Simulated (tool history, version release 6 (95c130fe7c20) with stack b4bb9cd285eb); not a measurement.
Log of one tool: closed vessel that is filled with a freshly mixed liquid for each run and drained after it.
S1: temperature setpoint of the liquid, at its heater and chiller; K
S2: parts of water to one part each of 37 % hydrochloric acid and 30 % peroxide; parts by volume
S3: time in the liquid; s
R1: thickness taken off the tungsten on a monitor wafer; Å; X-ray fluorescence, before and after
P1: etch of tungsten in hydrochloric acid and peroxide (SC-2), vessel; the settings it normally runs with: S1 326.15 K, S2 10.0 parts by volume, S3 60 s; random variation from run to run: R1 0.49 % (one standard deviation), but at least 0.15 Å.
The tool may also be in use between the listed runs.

{"run": 1, "hour": 10.0, "S1": 326.15, "S2": 10.0, "S3": 60, "R1": 143.5}
{"run": 2, "hour": 21.3, "S1": 341.15, "S2": 10.0, "S3": 60, "R1": 369.68}
{"run": 3, "hour": 31.3, "S1": 326.15, "S2": 10.0, "S3": 60, "R1": 145.07}
{"run": 4, "hour": 39.7, "S1": 326.15, "S2": 10.0, "S3": 90, "R1": 215.95}
{"run": 5, "hour": 49.3, "S1": 326.15, "S2": 10.0, "S3": 60, "R1": 144.92}
{"run": 6, "hour": 59.5, "S1": 326.15, "S2": 4.0, "S3": 60, "R1": 289.59}
{"run": 7, "hour": 70.2, "S1": 326.15, "S2": 10.0, "S3": 35, "R1": 83.92}
{"run": 8, "hour": 79.7, "S1": 326.15, "S2": 10.0, "S3": 60, "R1": 144.64}
{"run": 9, "hour": 86.4, "S1": 326.15, "S2": 5.5, "S3": 85, "R1": 329.76}
{"run": 10, "hour": 95.3, "S1": 318.65, "S2": 10.0, "S3": 30, "R1": 43.904}
{"run": 11, "hour": 106.8, "S1": 338.15, "S2": 14.0, "S3": 60, "R1": 230.9}
{"run": 12, "hour": 112.7, "S1": 309.65, "S2": 10.0, "S3": 60, "R1": 46.253}
{"run": 13, "hour": 118.1, "S1": 326.15, "S2": 18.5, "S3": 60, "R1": 84.871}
{"run": 14, "hour": 124.4, "S1": 326.15, "S2": 10.0, "S3": 60, "R1": 145.14}
{"run": 15, "hour": 130.6, "S1": 326.15, "S2": 10.0, "S3": 60, "R1": 148.26}
{"run": 16, "hour": 138.0, "S1": 326.15, "S2": 10.0, "S3": 60, "R1": 150.25}
{"run": 17, "hour": 147.7, "S1": 326.15, "S2": 10.0, "S3": 60, "R1": 152.58}
{"run": 18, "hour": 152.8, "S1": 326.15, "S2": 10.0, "S3": 60, "R1": 153.98}
{"run": 19, "hour": 159.6, "S1": 326.15, "S2": 10.0, "S3": 60, "R1": 154.4}
{"run": 20, "hour": 165.8, "S1": 326.15, "S2": 10.0, "S3": 60, "R1": 156.71}
{"run": 21, "hour": 174.3, "S1": 326.15, "S2": 10.0, "S3": 60, "R1": 156.49}
{"run": 22, "hour": 181.0, "S1": 326.15, "S2": 10.0, "S3": 60, "R1": 157.07}
{"run": 23, "hour": 190.4, "S1": 326.15, "S2": 10.0, "S3": 60, "R1": 156.39}
{"run": 24, "hour": 197.9, "S1": 326.15, "S2": 10.0, "S3": 60, "R1": 156.71}
{"run": 25, "hour": 205.7, "S1": 326.15, "S2": 10.0, "S3": 60, "R1": 157.6}

P1 has crept away from where it was. The log is fitted equally well by each of these 2 causes, at the sizes shown:
A: chemicals flow above the setpoint (%) = 10.6
B: liquid hotter than its thermometer reads (K) = 1.28
The onset of the drift is placed at about hour 124.4.
Each remaining cause and why it is not a fit:
peroxide weaker than its label (%): cannot exceed 8; that much would move R1 by -7.4 %, which falls short of the creep or goes against it

Below are 4 check runs, each averaged over 3 wafers, with their results shown as question marks. Which of them would give clearly different results depending on which cause is behind the drift?
{"run": "check 1", "hour": 213.5, "S1": 311.65, "S2": 15.5, "S3": 60, "R1": "?"}
{"run": "check 2", "hour": 213.5, "S1": 312.15, "S2": 17.5, "S3": 60, "R1": "?"}
{"run": "check 3", "hour": 213.5, "S1": 313.15, "S2": 18.0, "S3": 60, "R1": "?"}
{"run": "check 4", "hour": 213.5, "S1": 313.15, "S2": 4.0, "S3": 60, "R1": "?"}

Expected result of each check under each candidate cause:
check=check_1 result=R1 if_A=40.184 if_B=40.291
check=check_2 result=R1 if_A=37.421 if_B=37.465
check=check_3 result=R1 if_A=39.190 if_B=39.202
check=check_4 result=R1 if_A=127.500 if_B=130.670
Per-check spread between the two closest causes, in the result where they differ most: check 1 0.26 %; check 2 0.12 %; check 3 0.03 %; check 4 2.46 %
Only check 4 tells the causes apart: in the others they would give nearly the same result.

The results of check 4 are: R1 127.320 Å. Based on these, which of the listed causes is it?

The cause is A: chemicals flow above the setpoint (%).

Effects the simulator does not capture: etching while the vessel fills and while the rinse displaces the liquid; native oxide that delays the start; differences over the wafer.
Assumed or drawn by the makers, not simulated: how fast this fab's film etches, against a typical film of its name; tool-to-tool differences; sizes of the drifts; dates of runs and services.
